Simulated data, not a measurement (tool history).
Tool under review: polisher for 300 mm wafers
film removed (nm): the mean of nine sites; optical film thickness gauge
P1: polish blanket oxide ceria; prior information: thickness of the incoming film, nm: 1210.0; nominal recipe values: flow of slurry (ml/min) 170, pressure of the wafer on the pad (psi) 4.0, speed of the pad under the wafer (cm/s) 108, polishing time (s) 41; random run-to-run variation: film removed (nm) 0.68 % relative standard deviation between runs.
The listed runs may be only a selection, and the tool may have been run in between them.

run	hour	flow of slurry (ml/min)	pressure of the wafer on the pad (psi)	speed of the pad under the wafer (cm/s)	polishing time (s)	film removed (nm)
1	15.8	170	4.0	108	41	210.88
2	31.1	170	6.2	108	41	324.91
3	46.8	170	5.8	108	21	157.31
# hour 48.5: head pressure recalibrated
4	53.9	170	4.0	52	41	102.89
5	68.4	170	4.0	108	59	305.17
6	80.7	260	4.0	108	41	225.42
7	92.5	170	2.3	108	41	120.52
8	101.0	100	4.0	108	41	190.50
9	108.7	220	2.8	108	41	152.46
10	115.8	170	4.0	148	41	289.60
11	126.3	170	4.0	108	29	149.83
12	134.6	170	4.0	108	41	210.35
13	148.5	170	4.0	108	41	213.68
14	163.8	170	4.0	108	41	213.37
15	173.1	170	4.0	108	41	207.16
16	182.8	170	4.0	108	41	205.89
17	192.2	170	4.0	108	41	202.52
18	205.4	170	4.0	108	41	201.33
19	220.8	170	4.0	108	41	196.88
# hour 228.0: head pressure recalibrated
20	231.5	170	4.0	108	41	197.69
21	245.7	170	4.0	108	41	196.04
22	256.7	170	4.0	108	41	198.26
23	271.4	170	4.0	108	41	196.31

The output of P1 has drifted from where it used to be. Each of the 2 causes below, taken at the size shown beside it, accounts for the log equally well:
A: slurry flow missing at the pad, % = 32.8
B: removal rate lost through wear of the pad, % = 7.1
The gradual shift began around hour 173.1.
Ruled out, with reasons:
head's pressure below its setpoint, %: maintenance at hour 228.0, after the shift began, did not return the process to its former output

Each of the check runs listed below is run on 2 wafers and reports their average, with the results left as question marks. Pick the one under which the possible causes would lead to clearly different results.
check 1	286.1	100	4.0	108	41	?
check 2	286.1	170	5.6	146	41	?
check 3	286.1	170	5.3	108	54	?
check 4	286.1	170	2.5	62	41	?

Expected result of each check under each candidate cause:
check	result	if A	if B
check 1	film removed (nm)	168.700	176.300
check 2	film removed (nm)	370.520	370.460
check 3	film removed (nm)	341.650	341.590
check 4	film removed (nm)	70.243	70.231
How far apart the two closest causes lie, in the result that separates them most: check 1 4.41 %; check 2 0.02 %; check 3 0.02 %; check 4 0.02 %
Check 1 distinguishes between the causes, while the remaining checks would return nearly the same result for all of them.

Then check 1 was run and gave: film removed (nm) 168.020. Which cause is it?

The correct cause is A, namely: slurry flow missing at the pad, %.

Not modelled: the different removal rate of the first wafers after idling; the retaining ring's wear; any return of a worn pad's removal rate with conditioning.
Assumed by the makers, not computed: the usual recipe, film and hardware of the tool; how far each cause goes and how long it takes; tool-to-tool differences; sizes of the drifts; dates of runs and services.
